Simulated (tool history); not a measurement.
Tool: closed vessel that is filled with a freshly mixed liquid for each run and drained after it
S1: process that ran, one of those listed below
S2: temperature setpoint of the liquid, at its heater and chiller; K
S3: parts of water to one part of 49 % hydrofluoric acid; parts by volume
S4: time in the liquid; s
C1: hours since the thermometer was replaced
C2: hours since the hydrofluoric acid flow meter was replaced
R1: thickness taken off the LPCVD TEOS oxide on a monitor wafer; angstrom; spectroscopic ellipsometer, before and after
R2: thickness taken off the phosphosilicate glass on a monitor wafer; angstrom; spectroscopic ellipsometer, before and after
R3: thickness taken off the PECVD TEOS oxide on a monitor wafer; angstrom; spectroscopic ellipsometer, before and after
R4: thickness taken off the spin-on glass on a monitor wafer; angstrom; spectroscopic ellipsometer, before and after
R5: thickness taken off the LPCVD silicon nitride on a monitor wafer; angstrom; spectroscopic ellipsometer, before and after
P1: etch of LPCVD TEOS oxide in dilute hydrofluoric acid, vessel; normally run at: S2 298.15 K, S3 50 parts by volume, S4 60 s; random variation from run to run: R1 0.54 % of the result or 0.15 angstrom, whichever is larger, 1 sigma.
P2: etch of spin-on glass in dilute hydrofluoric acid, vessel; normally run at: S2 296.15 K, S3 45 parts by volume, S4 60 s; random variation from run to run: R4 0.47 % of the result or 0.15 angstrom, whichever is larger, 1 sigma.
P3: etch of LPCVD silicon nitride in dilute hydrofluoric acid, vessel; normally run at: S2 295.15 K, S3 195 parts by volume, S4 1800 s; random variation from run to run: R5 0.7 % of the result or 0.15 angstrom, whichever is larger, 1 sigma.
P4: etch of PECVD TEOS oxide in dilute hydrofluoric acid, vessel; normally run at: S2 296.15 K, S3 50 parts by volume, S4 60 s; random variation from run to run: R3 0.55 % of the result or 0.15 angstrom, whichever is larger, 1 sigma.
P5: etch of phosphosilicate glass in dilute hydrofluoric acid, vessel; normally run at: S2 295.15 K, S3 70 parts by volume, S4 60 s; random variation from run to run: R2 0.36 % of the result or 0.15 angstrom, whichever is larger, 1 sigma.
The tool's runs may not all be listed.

Run 1, hour 12.7: S1 P1, S2 298.15 K, S3 50 parts by volume, S4 60 s; C1 342.0; C2 691.2. Result: R1 320.44 angstrom.
Run 2, hour 18.5: S1 P5, S2 290.15 K, S3 70 parts by volume, S4 60 s; C1 347.8; C2 697.0. Result: R2 1329.60 angstrom.
Run 3, hour 28.5: S1 P4, S2 296.15 K, S3 50 parts by volume, S4 60 s; C1 357.8; C2 707.0. Result: R3 289.34 angstrom.
Run 4, hour 40.0: S1 P1, S2 305.65 K, S3 50 parts by volume, S4 60 s; C1 369.3; C2 718.5. Result: R1 428.52 angstrom.
Run 5, hour 50.4: S1 P2, S2 296.15 K, S3 45 parts by volume, S4 60 s; C1 379.7; C2 728.9. Result: R4 520.26 angstrom.
At hour 50.9: thermometer replaced.
Run 6, hour 56.4: S1 P1, S2 298.15 K, S3 20 parts by volume, S4 30 s; C1 5.5; C2 734.9. Result: R1 419.40 angstrom.
Run 7, hour 64.8: S1 P2, S2 296.15 K, S3 25 parts by volume, S4 60 s; C1 13.9; C2 743.3. Result: R4 964.37 angstrom.
Run 8, hour 71.7: S1 P1, S2 298.15 K, S3 50 parts by volume, S4 60 s; C1 20.8; C2 750.2. Result: R1 319.26 angstrom.
Run 9, hour 83.8: S1 P1, S2 298.15 K, S3 50 parts by volume, S4 60 s; C1 32.9; C2 762.3. Result: R1 322.20 angstrom.
Run 10, hour 93.7: S1 P2, S2 296.15 K, S3 45 parts by volume, S4 30 s; C1 42.8; C2 772.2. Result: R4 261.04 angstrom.
Run 11, hour 105.8: S1 P4, S2 296.15 K, S3 50 parts by volume, S4 30 s; C1 54.9; C2 784.3. Result: R3 144.99 angstrom.
Run 12, hour 113.5: S1 P3, S2 291.15 K, S3 195 parts by volume, S4 1800 s; C1 62.6; C2 792.0. Result: R5 28.0010 angstrom.
Run 13, hour 122.3: S1 P5, S2 295.15 K, S3 70 parts by volume, S4 30 s; C1 71.4; C2 800.8. Result: R2 822.93 angstrom.
Run 14, hour 133.0: S1 P2, S2 296.15 K, S3 45 parts by volume, S4 60 s; C1 82.1; C2 811.5. Result: R4 519.59 angstrom.
Run 15, hour 138.7: S1 P3, S2 295.15 K, S3 325 parts by volume, S4 1800 s; C1 87.8; C2 817.2. Result: R5 22.0300 angstrom.
Run 16, hour 149.1: S1 P3, S2 295.15 K, S3 195 parts by volume, S4 1800 s; C1 98.2; C2 827.6. Result: R5 36.8170 angstrom.
Run 17, hour 159.4: S1 P1, S2 298.15 K, S3 20 parts by volume, S4 60 s; C1 108.5; C2 837.9. Result: R1 845.20 angstrom.
Run 18, hour 170.7: S1 P4, S2 304.15 K, S3 50 parts by volume, S4 60 s; C1 119.8; C2 849.2. Result: R3 400.16 angstrom.
Run 19, hour 180.6: S1 P2, S2 291.15 K, S3 45 parts by volume, S4 60 s; C1 129.7; C2 859.1. Result: R4 422.58 angstrom.
Run 20, hour 189.4: S1 P1, S2 292.65 K, S3 50 parts by volume, S4 60 s; C1 138.5; C2 867.9. Result: R1 257.30 angstrom.
Run 21, hour 198.3: S1 P1, S2 298.15 K, S3 50 parts by volume, S4 60 s; C1 147.4; C2 876.8. Result: R1 322.60 angstrom.
Run 22, hour 211.1: S1 P1, S2 298.15 K, S3 90 parts by volume, S4 60 s; C1 160.2; C2 889.6. Result: R1 169.14 angstrom.
Run 23, hour 217.5: S1 P1, S2 298.15 K, S3 50 parts by volume, S4 30 s; C1 166.6; C2 896.0. Result: R1 159.13 angstrom.
Run 24, hour 224.0: S1 P4, S2 296.15 K, S3 90 parts by volume, S4 60 s; C1 173.1; C2 902.5. Result: R3 154.24 angstrom.
Run 25, hour 232.2: S1 P5, S2 295.15 K, S3 125 parts by volume, S4 60 s; C1 181.3; C2 910.7. Result: R2 860.13 angstrom.
Run 26, hour 241.0: S1 P1, S2 298.15 K, S3 50 parts by volume, S4 60 s; C1 190.1; C2 919.5. Result: R1 322.98 angstrom.
Run 27, hour 251.7: S1 P3, S2 295.15 K, S3 195 parts by volume, S4 155 s; C1 200.8; C2 930.2. Result: R5 3.1057 angstrom.
Run 28, hour 264.0: S1 P1, S2 298.15 K, S3 50 parts by volume, S4 60 s; C1 213.1; C2 942.5. Result: R1 319.09 angstrom.
Run 29, hour 272.5: S1 P1, S2 298.15 K, S3 50 parts by volume, S4 85 s; C1 221.6; C2 951.0. Result: R1 456.12 angstrom.
Run 30, hour 284.8: S1 P5, S2 295.15 K, S3 70 parts by volume, S4 60 s; C1 233.9; C2 963.3. Result: R2 1641.60 angstrom.
Run 31, hour 291.0: S1 P1, S2 298.15 K, S3 50 parts by volume, S4 60 s; C1 240.1; C2 969.5. Result: R1 323.31 angstrom.
Run 32, hour 300.4: S1 P1, S2 298.15 K, S3 50 parts by volume, S4 60 s; C1 249.5; C2 978.9. Result: R1 323.53 angstrom.
Run 33, hour 307.0: S1 P1, S2 298.15 K, S3 50 parts by volume, S4 60 s; C1 256.1; C2 985.5. Result: R1 316.68 angstrom.
Run 34, hour 319.0: S1 P1, S2 298.15 K, S3 50 parts by volume, S4 60 s; C1 268.1; C2 997.5. Result: R1 310.13 angstrom.
Run 35, hour 327.6: S1 P1, S2 298.15 K, S3 50 parts by volume, S4 60 s; C1 276.7; C2 1006.1. Result: R1 306.08 angstrom.
Run 36, hour 334.3: S1 P1, S2 298.15 K, S3 50 parts by volume, S4 60 s; C1 283.4; C2 1012.8. Result: R1 307.75 angstrom.
Run 37, hour 346.0: S1 P1, S2 298.15 K, S3 50 parts by volume, S4 60 s; C1 295.1; C2 1024.5. Result: R1 302.11 angstrom.
Run 38, hour 354.0: S1 P1, S2 298.15 K, S3 50 parts by volume, S4 60 s; C1 303.1; C2 1032.5. Result: R1 306.04 angstrom.
Run 39, hour 363.1: S1 P1, S2 298.15 K, S3 50 parts by volume, S4 60 s; C1 312.2; C2 1041.6. Result: R1 303.37 angstrom.
Run 40, hour 369.3: S1 P1, S2 298.15 K, S3 50 parts by volume, S4 60 s; C1 318.4; C2 1047.8. Result: R1 302.94 angstrom.
Run 41, hour 377.1: S1 P1, S2 298.15 K, S3 50 parts by volume, S4 60 s; C1 326.2; C2 1055.6. Result: R1 304.20 angstrom.

What P1 gives has crept away from where it was. These 2 causes fit the log equally well, each at the size given:
A: liquid colder than its thermometer reads (K) = 1.42
B: hydrofluoric acid flow below the setpoint (%) = 5.28
The creep began at about hour 300.4.

4 check runs are offered, each on 3 wafers whose results are averaged, their results left as question marks. Which one tells the causes apart?
Run check 1, hour 384.9: S1 P2, S2 296.15 K, S3 45 parts by volume, S4 60 s. Result: R4 ?.
Run check 2, hour 384.9: S1 P3, S2 295.15 K, S3 195 parts by volume, S4 1800 s. Result: R5 ?.
Run check 3, hour 384.9: S1 P4, S2 296.15 K, S3 50 parts by volume, S4 60 s. Result: R3 ?.
Run check 4, hour 384.9: S1 P5, S2 295.15 K, S3 70 parts by volume, S4 60 s. Result: R2 ?.

What each check would give under each cause:
  check  result     if A     if B
check 1      R4   490.54   491.48
check 2      R5  33.4580  34.7910
check 3      R3   274.01   274.38
check 4      R2  1544.10  1543.90
How far apart the two closest causes lie, in the result that separates them most: check 1 0.19 %; check 2 3.91 %; check 3 0.13 %; check 4 0.01 %
Only check 2 tells the causes apart: in the others they would give nearly the same result.

Then check 2 was run and gave: R5 33.3430 angstrom. Which cause is it?

It is A: liquid colder than its thermometer reads (K).
